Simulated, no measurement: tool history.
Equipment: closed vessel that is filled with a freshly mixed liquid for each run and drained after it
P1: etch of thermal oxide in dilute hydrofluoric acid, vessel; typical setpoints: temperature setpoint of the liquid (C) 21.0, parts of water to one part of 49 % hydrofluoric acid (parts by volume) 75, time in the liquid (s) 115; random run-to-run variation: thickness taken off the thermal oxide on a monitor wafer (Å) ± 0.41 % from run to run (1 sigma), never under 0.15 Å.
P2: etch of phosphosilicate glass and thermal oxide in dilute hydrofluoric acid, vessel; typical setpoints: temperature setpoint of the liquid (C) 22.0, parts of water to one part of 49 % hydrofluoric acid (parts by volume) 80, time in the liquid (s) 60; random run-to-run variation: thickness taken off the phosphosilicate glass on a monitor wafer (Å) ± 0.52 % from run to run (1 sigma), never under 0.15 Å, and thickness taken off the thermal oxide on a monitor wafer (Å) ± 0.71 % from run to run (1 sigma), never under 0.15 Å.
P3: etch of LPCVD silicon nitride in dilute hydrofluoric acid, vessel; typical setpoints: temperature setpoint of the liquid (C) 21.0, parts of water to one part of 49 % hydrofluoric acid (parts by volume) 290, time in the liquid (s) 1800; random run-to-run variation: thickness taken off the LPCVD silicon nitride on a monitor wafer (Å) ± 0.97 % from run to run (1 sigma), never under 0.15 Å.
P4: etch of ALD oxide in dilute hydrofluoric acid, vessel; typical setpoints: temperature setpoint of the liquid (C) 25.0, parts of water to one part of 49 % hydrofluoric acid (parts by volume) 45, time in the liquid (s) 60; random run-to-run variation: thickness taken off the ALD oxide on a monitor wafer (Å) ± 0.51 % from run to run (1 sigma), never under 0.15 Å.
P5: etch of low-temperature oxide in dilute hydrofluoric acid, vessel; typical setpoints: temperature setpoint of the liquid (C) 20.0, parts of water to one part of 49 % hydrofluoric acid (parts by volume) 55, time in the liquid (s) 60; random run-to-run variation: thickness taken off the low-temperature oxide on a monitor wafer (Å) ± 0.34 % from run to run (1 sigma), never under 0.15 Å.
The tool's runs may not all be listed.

| run | hour | process that ran | temperature setpoint of the liquid (C) | parts of water to one part of 49 % hydrofluoric acid (parts by volume) | time in the liquid (s) | thickness taken off the thermal oxide on a monitor wafer (Å) | thickness taken off the phosphosilicate glass on a monitor wafer (Å) | thickness taken off the LPCVD silicon nitride on a monitor wafer (Å) | thickness taken off the ALD oxide on a monitor wafer (Å) | thickness taken off the low-temperature oxide on a monitor wafer (Å) |
|---|---|---|---|---|---|---|---|---|---|---|
| 1 | 10.7 | P1 | 21.0 | 75 | 115 | 67.273 |  |  |  |  |
| 2 | 20.3 | P1 | 21.0 | 75 | 30 | 17.242 |  |  |  |  |
| 3 | 25.9 | P1 | 21.0 | 75 | 195 | 114.510 |  |  |  |  |
| 4 | 34.3 | P1 | 21.0 | 75 | 115 | 66.622 |  |  |  |  |
| 5 | 41.8 | P1 | 21.0 | 110 | 115 | 43.985 |  |  |  |  |
| 6 | 52.2 | P1 | 21.0 | 75 | 115 | 67.298 |  |  |  |  |
| 7 | 58.8 | P2 | 22.0 | 115 | 60 | 22.929 | 935.33 |  |  |  |
| 8 | 66.9 | P3 | 21.0 | 290 | 690 |  |  | 10.196 |  |  |
| 9 | 74.4 | P3 | 21.0 | 290 | 1800 |  |  | 25.471 |  |  |
| 10 | 84.8 | P3 | 21.0 | 395 | 1800 |  |  | 18.941 |  |  |
| 11 | 95.0 | P1 | 21.0 | 75 | 115 | 67.387 |  |  |  |  |
| 12 | 104.1 | P4 | 25.0 | 30 | 60 |  |  |  | 364.50 |  |
| 13 | 111.1 | P2 | 22.0 | 80 | 105 | 61.351 | 2441.70 |  |  |  |
| 14 | 121.3 | P3 | 26.0 | 290 | 1800 |  |  | 35.159 |  |  |
| 15 | 128.7 | P1 | 26.5 | 20 | 115 | 337.370 |  |  |  |  |
| 16 | 135.6 | P4 | 17.0 | 45 | 60 |  |  |  | 169.96 |  |
| 17 | 144.0 | P1 | 17.0 | 75 | 115 | 56.695 |  |  |  |  |
| 18 | 154.6 | P4 | 25.0 | 45 | 60 |  |  |  | 237.33 |  |
| 19 | 162.7 | P2 | 17.0 | 80 | 60 | 28.389 | 1124.60 |  |  |  |
| 20 | 170.3 | P5 | 20.0 | 55 | 95 |  |  |  |  | 532.21 |
| 21 | 177.7 | P1 | 25.5 | 75 | 215 | 150.780 |  |  |  |  |
| 22 | 188.0 | P1 | 21.0 | 75 | 115 | 66.673 |  |  |  |  |
| 23 | 193.0 | P2 | 22.0 | 80 | 60 | 34.886 | 1392.50 |  |  |  |
| 24 | 203.5 | P4 | 25.0 | 45 | 30 |  |  |  | 119.91 |  |
|  | 205.9 | hydrofluoric acid flow meter replaced |
| 25 | 212.3 | P5 | 20.0 | 55 | 60 |  |  |  |  | 337.51 |
| 26 | 221.4 | P5 | 20.0 | 20 | 60 |  |  |  |  | 965.05 |
| 27 | 229.3 | P1 | 21.0 | 25 | 115 | 213.610 |  |  |  |  |
| 28 | 234.9 | P1 | 21.0 | 105 | 30 | 12.120 |  |  |  |  |
| 29 | 243.5 | P1 | 27.5 | 75 | 115 | 86.791 |  |  |  |  |
| 30 | 252.7 | P5 | 17.0 | 55 | 60 |  |  |  |  | 296.30 |
| 31 | 261.5 | P1 | 21.0 | 75 | 115 | 66.839 |  |  |  |  |

What does the tool deliver on the next run?
| 32 | 268.2 | P1 | 21.0 | 75 | 115 | ? |  |  |  |  |

thickness taken off the thermal oxide on a monitor wafer (Å): 68.646

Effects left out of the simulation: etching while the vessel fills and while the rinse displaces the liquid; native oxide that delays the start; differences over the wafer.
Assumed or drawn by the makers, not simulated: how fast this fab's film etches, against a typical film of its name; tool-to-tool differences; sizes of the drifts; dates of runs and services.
